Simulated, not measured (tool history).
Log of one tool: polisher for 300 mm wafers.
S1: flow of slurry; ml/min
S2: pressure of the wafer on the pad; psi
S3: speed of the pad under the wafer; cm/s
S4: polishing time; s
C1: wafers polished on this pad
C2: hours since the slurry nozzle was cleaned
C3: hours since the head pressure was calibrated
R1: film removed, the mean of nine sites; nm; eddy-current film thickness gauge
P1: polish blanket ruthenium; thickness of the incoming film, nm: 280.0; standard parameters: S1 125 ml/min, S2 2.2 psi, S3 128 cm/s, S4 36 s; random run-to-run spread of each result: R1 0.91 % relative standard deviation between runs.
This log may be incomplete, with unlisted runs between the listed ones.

run 1 day=0.325 | S1=125 S2=2.2 S3=128 S4=36 | C1=949 C2=183.6 C3=694.3 | R1=67.108
run 2 day=0.738 | S1=125 S2=2.2 S3=128 S4=52 | C1=1050 C2=193.5 C3=704.2 | R1=97.455
-- day=0.842 slurry nozzle cleaned
run 3 day=1 | S1=75 S2=2.2 S3=128 S4=36 | C1=1114 C2=3.8 C3=710.5 | R1=58.726
run 4 day=1.412 | S1=125 S2=2.2 S3=74 S4=36 | C1=1215 C2=13.7 C3=720.4 | R1=39.179
run 5 day=1.775 | S1=160 S2=2.2 S3=128 S4=36 | C1=1303 C2=22.4 C3=729.1 | R1=70.541
run 6 day=2.175 | S1=125 S2=2.2 S3=128 S4=36 | C1=1401 C2=32 C3=738.7 | R1=67.025
run 7 day=2.642 | S1=125 S2=1.2 S3=128 S4=36 | C1=1515 C2=43.2 C3=749.9 | R1=36.57
run 8 day=2.933 | S1=125 S2=3.3 S3=128 S4=36 | C1=1587 C2=50.2 C3=756.9 | R1=99.491
run 9 day=3.333 | S1=125 S2=2.2 S3=128 S4=36 | C1=1685 C2=59.8 C3=766.5 | R1=67.091
run 10 day=3.642 | S1=125 S2=2.2 S3=176 S4=36 | C1=1760 C2=67.2 C3=773.9 | R1=90.701
run 11 day=4.025 | S1=125 S2=2.2 S3=128 S4=16 | C1=1854 C2=76.4 C3=783.1 | R1=29.85
run 12 day=4.254 | S1=125 S2=2.2 S3=128 S4=36 | C1=1910 C2=81.9 C3=788.6 | R1=67.649
run 13 day=4.733 | S1=180 S2=2.2 S3=128 S4=57 | C1=2027 C2=93.4 C3=800.1 | R1=115.08
-- day=4.979 head pressure recalibrated
run 14 day=5.071 | S1=125 S2=1.7 S3=128 S4=24 | C1=2109 C2=101.5 C3=2.2 | R1=34.938
run 15 day=5.479 | S1=125 S2=2.2 S3=82 S4=51 | C1=2209 C2=111.3 C3=12 | R1=61.499
run 16 day=5.725 | S1=125 S2=2.2 S3=128 S4=36 | C1=2269 C2=117.2 C3=17.9 | R1=66.765
run 17 day=6.138 | S1=125 S2=2.2 S3=128 S4=36 | C1=2370 C2=127.1 C3=27.8 | R1=66.412
run 18 day=6.592 | S1=125 S2=2.2 S3=128 S4=36 | C1=2481 C2=138 C3=38.7 | R1=64.604

What will run 19 give?
run 19 day=6.938 | S1=125 S2=2.2 S3=128 S4=36 | C1=2566 C2=146.3 C3=47 | R1=?

R1: 63.293 nm

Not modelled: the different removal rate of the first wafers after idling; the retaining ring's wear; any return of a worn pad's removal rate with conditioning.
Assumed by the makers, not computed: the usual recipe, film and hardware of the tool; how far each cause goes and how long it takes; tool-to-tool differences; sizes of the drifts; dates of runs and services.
